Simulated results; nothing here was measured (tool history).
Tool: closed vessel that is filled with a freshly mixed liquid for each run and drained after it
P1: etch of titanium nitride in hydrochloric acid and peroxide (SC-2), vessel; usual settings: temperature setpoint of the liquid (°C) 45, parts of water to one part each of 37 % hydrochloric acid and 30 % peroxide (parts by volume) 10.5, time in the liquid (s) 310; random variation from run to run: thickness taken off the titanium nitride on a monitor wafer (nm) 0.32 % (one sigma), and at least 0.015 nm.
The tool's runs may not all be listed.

| run | hour | temperature setpoint of the liquid (°C) | parts of water to one part each of 37 % hydrochloric acid and 30 % peroxide (parts by volume) | time in the liquid (s) | hours since the thermometer was replaced | hours since the chemicals flow meter was replaced | hours since the drum of peroxide was connected | thickness taken off the titanium nitride on a monitor wafer (nm) |
|---|---|---|---|---|---|---|---|---|
| 1 | 5.4 | 45 | 10.5 | 310 | 1325.1 | 1019.3 | 117.7 | 9.77710 |
| 2 | 12.8 | 45 | 10.5 | 310 | 1332.5 | 1026.7 | 125.1 | 9.73460 |
| 3 | 16.4 | 45 | 18.5 | 310 | 1336.1 | 1030.3 | 128.7 | 5.98840 |
| 4 | 20.5 | 45 | 10.5 | 310 | 1340.2 | 1034.4 | 132.8 | 9.79210 |
| 5 | 24.7 | 35 | 10.5 | 310 | 1344.4 | 1038.6 | 137.0 | 4.82290 |
| 6 | 28.7 | 45 | 10.5 | 310 | 1348.4 | 1042.6 | 141.0 | 9.85900 |
| 7 | 34.9 | 56 | 10.5 | 310 | 1354.6 | 1048.8 | 147.2 | 20.33300 |
|  | 38.5 | new drum of peroxide connected |
| 8 | 38.7 | 45 | 10.5 | 310 | 1358.4 | 1052.6 | 0.3 | 9.82120 |
| 9 | 45.2 | 45 | 4.0 | 310 | 1364.9 | 1059.1 | 6.8 | 20.21900 |
|  | 45.9 | chemicals flow meter replaced |
| 10 | 49.1 | 35 | 10.5 | 170 | 1368.8 | 3.3 | 10.7 | 2.64750 |
|  | 52.5 | thermometer replaced |
| 11 | 56.8 | 45 | 10.5 | 505 | 4.3 | 11.0 | 18.4 | 15.96200 |
| 12 | 64.4 | 45 | 10.5 | 30 | 11.9 | 18.6 | 26.0 | 0.92378 |
| 13 | 70.6 | 45 | 10.5 | 310 | 18.1 | 24.8 | 32.2 | 9.80210 |
| 14 | 78.0 | 45 | 10.5 | 310 | 25.5 | 32.2 | 39.6 | 10.17800 |

The next listed run, before its measurement:
| 15 | 82.4 | 45 | 10.5 | 310 | 29.9 | 36.6 | 44.0 | ? |

Run 15 gave thickness taken off the titanium nitride on a monitor wafer (nm) 10.25200.
